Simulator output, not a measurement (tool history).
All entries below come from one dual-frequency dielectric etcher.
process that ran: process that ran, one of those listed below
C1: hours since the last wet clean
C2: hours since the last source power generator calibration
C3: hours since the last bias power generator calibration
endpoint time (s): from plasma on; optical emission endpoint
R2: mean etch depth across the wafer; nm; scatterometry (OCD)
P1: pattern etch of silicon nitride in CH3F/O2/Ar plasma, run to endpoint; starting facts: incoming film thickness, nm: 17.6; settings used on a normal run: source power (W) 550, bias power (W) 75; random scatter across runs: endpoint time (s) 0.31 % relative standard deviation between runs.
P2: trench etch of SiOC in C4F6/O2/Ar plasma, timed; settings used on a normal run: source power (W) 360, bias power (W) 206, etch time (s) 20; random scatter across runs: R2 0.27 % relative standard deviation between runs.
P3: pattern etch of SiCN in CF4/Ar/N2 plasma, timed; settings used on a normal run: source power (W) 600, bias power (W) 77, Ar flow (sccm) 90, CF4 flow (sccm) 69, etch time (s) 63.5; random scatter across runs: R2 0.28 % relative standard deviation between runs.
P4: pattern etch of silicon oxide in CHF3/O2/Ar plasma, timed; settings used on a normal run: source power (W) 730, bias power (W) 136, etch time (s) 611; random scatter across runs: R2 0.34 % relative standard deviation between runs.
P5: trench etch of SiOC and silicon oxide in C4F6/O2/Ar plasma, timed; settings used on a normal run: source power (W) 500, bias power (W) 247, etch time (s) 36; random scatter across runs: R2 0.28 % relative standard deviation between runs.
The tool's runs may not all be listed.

run 1 hour=7.1 | process_that_ran=P1 source_power_(W)=550 bias_power_(W)=75 | C1=313.5 C2=2432.8 C3=1365.6 | endpoint_time_(s)=22.063
run 2 hour=19.6 | process_that_ran=P1 source_power_(W)=550 bias_power_(W)=75 | C1=326 C2=2445.3 C3=1378.1 | endpoint_time_(s)=21.957
run 3 hour=31.1 | process_that_ran=P3 source_power_(W)=480 bias_power_(W)=77 Ar_flow_(sccm)=90 CF4_flow_(sccm)=69 etch_time_(s)=63.5 | C1=337.5 C2=2456.8 C3=1389.6 | R2=59.859
run 4 hour=41.3 | process_that_ran=P3 source_power_(W)=600 bias_power_(W)=77 Ar_flow_(sccm)=90 CF4_flow_(sccm)=69 etch_time_(s)=38 | C1=347.7 C2=2467 C3=1399.8 | R2=43.598
run 5 hour=51.3 | process_that_ran=P3 source_power_(W)=600 bias_power_(W)=77 Ar_flow_(sccm)=90 CF4_flow_(sccm)=69 etch_time_(s)=63.5 | C1=357.7 C2=2477 C3=1409.8 | R2=72.409
run 6 hour=59.3 | process_that_ran=P3 source_power_(W)=600 bias_power_(W)=77 Ar_flow_(sccm)=120 CF4_flow_(sccm)=69 etch_time_(s)=63.5 | C1=365.7 C2=2485 C3=1417.8 | R2=69.269
run 7 hour=72.4 | process_that_ran=P5 source_power_(W)=500 bias_power_(W)=247 etch_time_(s)=36 | C1=378.8 C2=2498.1 C3=1430.9 | R2=85.667
run 8 hour=80 | process_that_ran=P3 source_power_(W)=600 bias_power_(W)=77 Ar_flow_(sccm)=90 CF4_flow_(sccm)=97 etch_time_(s)=63.5 | C1=386.4 C2=2505.7 C3=1438.5 | R2=76.118
run 9 hour=86.7 | process_that_ran=P1 source_power_(W)=550 bias_power_(W)=75 | C1=393.1 C2=2512.4 C3=1445.2 | endpoint_time_(s)=21.954
run 10 hour=96.3 | process_that_ran=P5 source_power_(W)=500 bias_power_(W)=324 etch_time_(s)=36 | C1=402.7 C2=2522 C3=1454.8 | R2=94.224
run 11 hour=108.8 | process_that_ran=P1 source_power_(W)=550 bias_power_(W)=75 | C1=415.2 C2=2534.5 C3=1467.3 | endpoint_time_(s)=22.038
run 12 hour=122.9 | process_that_ran=P1 source_power_(W)=320 bias_power_(W)=75 | C1=429.3 C2=2548.6 C3=1481.4 | endpoint_time_(s)=27.11
run 13 hour=132 | process_that_ran=P5 source_power_(W)=340 bias_power_(W)=247 etch_time_(s)=36 | C1=438.4 C2=2557.7 C3=1490.5 | R2=73.757
run 14 hour=138.9 | process_that_ran=P4 source_power_(W)=730 bias_power_(W)=192 etch_time_(s)=611 | C1=445.3 C2=2564.6 C3=1497.4 | R2=1301.3
run 15 hour=152.7 | process_that_ran=P4 source_power_(W)=730 bias_power_(W)=136 etch_time_(s)=905 | C1=459.1 C2=2578.4 C3=1511.2 | R2=1734.7
run 16 hour=161.4 | process_that_ran=P4 source_power_(W)=730 bias_power_(W)=136 etch_time_(s)=611 | C1=467.8 C2=2587.1 C3=1519.9 | R2=1162.5
run 17 hour=168.7 | process_that_ran=P5 source_power_(W)=500 bias_power_(W)=247 etch_time_(s)=23 | C1=475.1 C2=2594.4 C3=1527.2 | R2=54.433
run 18 hour=177 | process_that_ran=P1 source_power_(W)=750 bias_power_(W)=75 | C1=483.4 C2=2602.7 C3=1535.5 | endpoint_time_(s)=19.589
run 19 hour=184.6 | process_that_ran=P1 source_power_(W)=550 bias_power_(W)=57 | C1=491 C2=2610.3 C3=1543.1 | endpoint_time_(s)=24.087
run 20 hour=198 | process_that_ran=P3 source_power_(W)=600 bias_power_(W)=60 Ar_flow_(sccm)=90 CF4_flow_(sccm)=69 etch_time_(s)=63.5 | C1=504.4 C2=2623.7 C3=1556.5 | R2=66.853
run 21 hour=208.6 | process_that_ran=P2 source_power_(W)=360 bias_power_(W)=263 etch_time_(s)=20 | C1=515 C2=2634.3 C3=1567.1 | R2=45.619
run 22 hour=219.2 | process_that_ran=P3 source_power_(W)=600 bias_power_(W)=77 Ar_flow_(sccm)=90 CF4_flow_(sccm)=69 etch_time_(s)=63.5 | C1=525.6 C2=2644.9 C3=1577.7 | R2=72.764
run 23 hour=231.2 | process_that_ran=P1 source_power_(W)=550 bias_power_(W)=98 | C1=537.6 C2=2656.9 C3=1589.7 | endpoint_time_(s)=20.116
run 24 hour=240.8 | process_that_ran=P2 source_power_(W)=360 bias_power_(W)=206 etch_time_(s)=11 | C1=547.2 C2=2666.5 C3=1599.3 | R2=23.073
run 25 hour=255 | process_that_ran=P2 source_power_(W)=360 bias_power_(W)=206 etch_time_(s)=20 | C1=561.4 C2=2680.7 C3=1613.5 | R2=41.93
run 26 hour=261.5 | process_that_ran=P4 source_power_(W)=730 bias_power_(W)=136 etch_time_(s)=611 | C1=567.9 C2=2687.2 C3=1620 | R2=1157.1
run 27 hour=272.4 | process_that_ran=P1 source_power_(W)=660 bias_power_(W)=53 | C1=578.8 C2=2698.1 C3=1630.9 | endpoint_time_(s)=22.805
run 28 hour=285.8 | process_that_ran=P4 source_power_(W)=450 bias_power_(W)=136 etch_time_(s)=611 | C1=592.2 C2=2711.5 C3=1644.3 | R2=957.69
run 29 hour=295.4 | process_that_ran=P2 source_power_(W)=500 bias_power_(W)=206 etch_time_(s)=20 | C1=601.8 C2=2721.1 C3=1653.9 | R2=47.849
run 30 hour=309.7 | process_that_ran=P1 source_power_(W)=550 bias_power_(W)=75 | C1=616.1 C2=2735.4 C3=1668.2 | endpoint_time_(s)=22.106
run 31 hour=318.1 | process_that_ran=P1 source_power_(W)=550 bias_power_(W)=75 | C1=624.5 C2=2743.8 C3=1676.6 | endpoint_time_(s)=21.998
run 32 hour=324.5 | process_that_ran=P1 source_power_(W)=550 bias_power_(W)=75 | C1=630.9 C2=2750.2 C3=1683 | endpoint_time_(s)=21.805
run 33 hour=334.4 | process_that_ran=P1 source_power_(W)=550 bias_power_(W)=75 | C1=640.8 C2=2760.1 C3=1692.9 | endpoint_time_(s)=21.848
run 34 hour=341.7 | process_that_ran=P1 source_power_(W)=550 bias_power_(W)=75 | C1=648.1 C2=2767.4 C3=1700.2 | endpoint_time_(s)=21.725
-- hour=346.8 wet clean of the chamber
run 35 hour=350.6 | process_that_ran=P1 source_power_(W)=550 bias_power_(W)=75 | C1=3.9 C2=2776.3 C3=1709.1 | endpoint_time_(s)=21.848
run 36 hour=362.3 | process_that_ran=P1 source_power_(W)=550 bias_power_(W)=75 | C1=15.6 C2=2788 C3=1720.8 | endpoint_time_(s)=21.746
run 37 hour=373.4 | process_that_ran=P1 source_power_(W)=550 bias_power_(W)=75 | C1=26.7 C2=2799.1 C3=1731.9 | endpoint_time_(s)=21.719
run 38 hour=382.9 | process_that_ran=P1 source_power_(W)=550 bias_power_(W)=75 | C1=36.2 C2=2808.6 C3=1741.4 | endpoint_time_(s)=21.775
run 39 hour=394.2 | process_that_ran=P1 source_power_(W)=550 bias_power_(W)=75 | C1=47.5 C2=2819.9 C3=1752.7 | endpoint_time_(s)=21.72

The output of P1 has drifted from where it used to be. Each of the 2 causes below, taken at the size shown beside it, accounts for the log equally well:
A: bias power that arrives over what is set, % = 4.65
B: source power that arrives over what is set, % = 4.12
At approximately hour 309.7, the process output began to creep.
All other causes, with the reason each is excluded:
chamber walls in a state that raises the etch rate, %: serviced at hour 346.8, after the change had begun; the process did not return to its earlier output

The check runs listed below each take one wafer, and their results are still question marks. Under which run would the listed causes lead to clearly different results?
run check 1 hour=405.5 | process_that_ran=P5 source_power_(W)=390 bias_power_(W)=247 etch_time_(s)=27 | R2=?
run check 2 hour=405.5 | process_that_ran=P4 source_power_(W)=610 bias_power_(W)=136 etch_time_(s)=831 | R2=?
run check 3 hour=405.5 | process_that_ran=P2 source_power_(W)=360 bias_power_(W)=237 etch_time_(s)=11 | R2=?
run check 4 hour=405.5 | process_that_ran=P3 source_power_(W)=600 bias_power_(W)=77 Ar_flow_(sccm)=90 CF4_flow_(sccm)=85 etch_time_(s)=63.5 | R2=?

Predicted outcomes, by check and by cause:
check=check_1 result=R2 if_A=59.319 if_B=59.319
check=check_2 result=R2 if_A=1498.2 if_B=1500.1
check=check_3 result=R2 if_A=24.62 if_B=24.622
check=check_4 result=R2 if_A=75.897 if_B=77.48
Distance between the nearest two causes, measured in the result of the check that separates them most: check 1 0 %; check 2 0.13 %; check 3 0.01 %; check 4 2.06 %
Check 4 tells the causes apart: in the others they would give nearly the same result.

Here is what check 4 returned: R2 75.935 nm. Which cause is it?

A is the cause: bias power that arrives over what is set, %.
